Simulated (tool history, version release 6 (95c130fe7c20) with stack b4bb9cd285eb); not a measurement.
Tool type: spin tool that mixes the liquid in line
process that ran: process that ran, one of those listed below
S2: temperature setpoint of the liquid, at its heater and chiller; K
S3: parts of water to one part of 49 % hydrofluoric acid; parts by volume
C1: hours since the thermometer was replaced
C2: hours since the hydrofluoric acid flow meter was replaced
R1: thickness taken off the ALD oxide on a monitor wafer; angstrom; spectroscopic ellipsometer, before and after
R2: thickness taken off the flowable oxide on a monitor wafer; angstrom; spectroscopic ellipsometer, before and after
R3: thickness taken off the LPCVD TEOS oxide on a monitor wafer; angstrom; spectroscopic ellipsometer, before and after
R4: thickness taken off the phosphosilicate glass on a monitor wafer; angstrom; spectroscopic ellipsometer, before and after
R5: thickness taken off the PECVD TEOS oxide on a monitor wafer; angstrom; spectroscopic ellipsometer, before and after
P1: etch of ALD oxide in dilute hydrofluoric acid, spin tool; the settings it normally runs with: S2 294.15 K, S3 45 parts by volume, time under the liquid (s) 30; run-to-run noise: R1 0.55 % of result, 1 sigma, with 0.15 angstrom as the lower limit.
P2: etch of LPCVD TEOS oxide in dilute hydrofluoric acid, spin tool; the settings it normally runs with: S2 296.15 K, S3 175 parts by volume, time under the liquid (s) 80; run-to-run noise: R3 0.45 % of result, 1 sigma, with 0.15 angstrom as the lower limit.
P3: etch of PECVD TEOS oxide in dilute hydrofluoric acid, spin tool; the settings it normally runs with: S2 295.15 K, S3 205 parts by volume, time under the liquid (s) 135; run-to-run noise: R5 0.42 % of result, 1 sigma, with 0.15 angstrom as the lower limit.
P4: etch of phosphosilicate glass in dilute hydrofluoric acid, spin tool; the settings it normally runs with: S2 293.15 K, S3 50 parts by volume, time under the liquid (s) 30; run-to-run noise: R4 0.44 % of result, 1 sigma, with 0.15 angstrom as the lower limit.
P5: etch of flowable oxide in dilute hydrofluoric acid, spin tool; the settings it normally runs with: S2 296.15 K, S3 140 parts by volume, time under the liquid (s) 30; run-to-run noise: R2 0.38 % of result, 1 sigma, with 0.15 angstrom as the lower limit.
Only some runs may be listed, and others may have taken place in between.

Run 1, hour 10.8: process that ran P1, S2 294.15 K, S3 45 parts by volume, time under the liquid (s) 30; C1 1330.8; C2 106.0. Result: R1 203.86 angstrom.
Run 2, hour 22.5: process that ran P5, S2 300.15 K, S3 140 parts by volume, time under the liquid (s) 30; C1 1342.5; C2 117.7. Result: R2 72.887 angstrom.
Run 3, hour 31.6: process that ran P1, S2 294.15 K, S3 45 parts by volume, time under the liquid (s) 45; C1 1351.6; C2 126.8. Result: R1 305.18 angstrom.
Run 4, hour 37.2: process that ran P5, S2 296.15 K, S3 140 parts by volume, time under the liquid (s) 30; C1 1357.2; C2 132.4. Result: R2 62.447 angstrom.
Run 5, hour 44.9: process that ran P5, S2 296.15 K, S3 140 parts by volume, time under the liquid (s) 30; C1 1364.9; C2 140.1. Result: R2 62.435 angstrom.
Run 6, hour 51.1: process that ran P2, S2 290.15 K, S3 175 parts by volume, time under the liquid (s) 80; C1 1371.1; C2 146.3. Result: R3 53.358 angstrom.
Run 7, hour 62.1: process that ran P4, S2 293.15 K, S3 50 parts by volume, time under the liquid (s) 30; C1 1382.1; C2 157.3. Result: R4 413.02 angstrom.
Run 8, hour 73.1: process that ran P1, S2 294.15 K, S3 45 parts by volume, time under the liquid (s) 15; C1 1393.1; C2 168.3. Result: R1 100.10 angstrom.
Run 9, hour 78.9: process that ran P3, S2 295.15 K, S3 205 parts by volume, time under the liquid (s) 260; C1 1398.9; C2 174.1. Result: R5 213.42 angstrom.
Run 10, hour 86.9: process that ran P3, S2 295.15 K, S3 205 parts by volume, time under the liquid (s) 135; C1 1406.9; C2 182.1. Result: R5 110.85 angstrom.
Run 11, hour 97.6: process that ran P1, S2 290.15 K, S3 45 parts by volume, time under the liquid (s) 30; C1 1417.6; C2 192.8. Result: R1 171.16 angstrom.
Run 12, hour 105.9: process that ran P5, S2 296.15 K, S3 140 parts by volume, time under the liquid (s) 15; C1 1425.9; C2 201.1. Result: R2 31.294 angstrom.
Run 13, hour 112.2: process that ran P2, S2 296.15 K, S3 175 parts by volume, time under the liquid (s) 80; C1 1432.2; C2 207.4. Result: R3 67.152 angstrom.
Run 14, hour 120.6: process that ran P1, S2 290.15 K, S3 20 parts by volume, time under the liquid (s) 30; C1 1440.6; C2 215.8. Result: R1 395.06 angstrom.
Run 15, hour 126.2: process that ran P3, S2 301.65 K, S3 205 parts by volume, time under the liquid (s) 135; C1 1446.2; C2 221.4. Result: R5 140.73 angstrom.
Run 16, hour 137.1: process that ran P4, S2 293.15 K, S3 75 parts by volume, time under the liquid (s) 30; C1 1457.1; C2 232.3. Result: R4 266.15 angstrom.
Run 17, hour 147.8: process that ran P4, S2 299.65 K, S3 50 parts by volume, time under the liquid (s) 30; C1 1467.8; C2 243.0. Result: R4 536.04 angstrom.
Run 18, hour 156.7: process that ran P2, S2 296.15 K, S3 35 parts by volume, time under the liquid (s) 80; C1 1476.7; C2 251.9. Result: R3 397.530 angstrom.
Run 19, hour 167.0: process that ran P4, S2 293.15 K, S3 50 parts by volume, time under the liquid (s) 30; C1 1487.0; C2 262.2. Result: R4 413.30 angstrom.
Run 20, hour 177.1: process that ran P1, S2 299.65 K, S3 45 parts by volume, time under the liquid (s) 30; C1 1497.1; C2 272.3. Result: R1 253.69 angstrom.
Run 21, hour 188.6: process that ran P1, S2 294.15 K, S3 75 parts by volume, time under the liquid (s) 30; C1 1508.6; C2 283.8. Result: R1 116.58 angstrom.

Run 22, settings as shown, results not yet in. Your forecast:
Run 22, hour 195.9: process that ran P1, S2 294.15 K, S3 45 parts by volume, time under the liquid (s) 30; C1 1515.9; C2 291.1. Result: R1 ?.

{"run 22": {"R1": 203.6}}

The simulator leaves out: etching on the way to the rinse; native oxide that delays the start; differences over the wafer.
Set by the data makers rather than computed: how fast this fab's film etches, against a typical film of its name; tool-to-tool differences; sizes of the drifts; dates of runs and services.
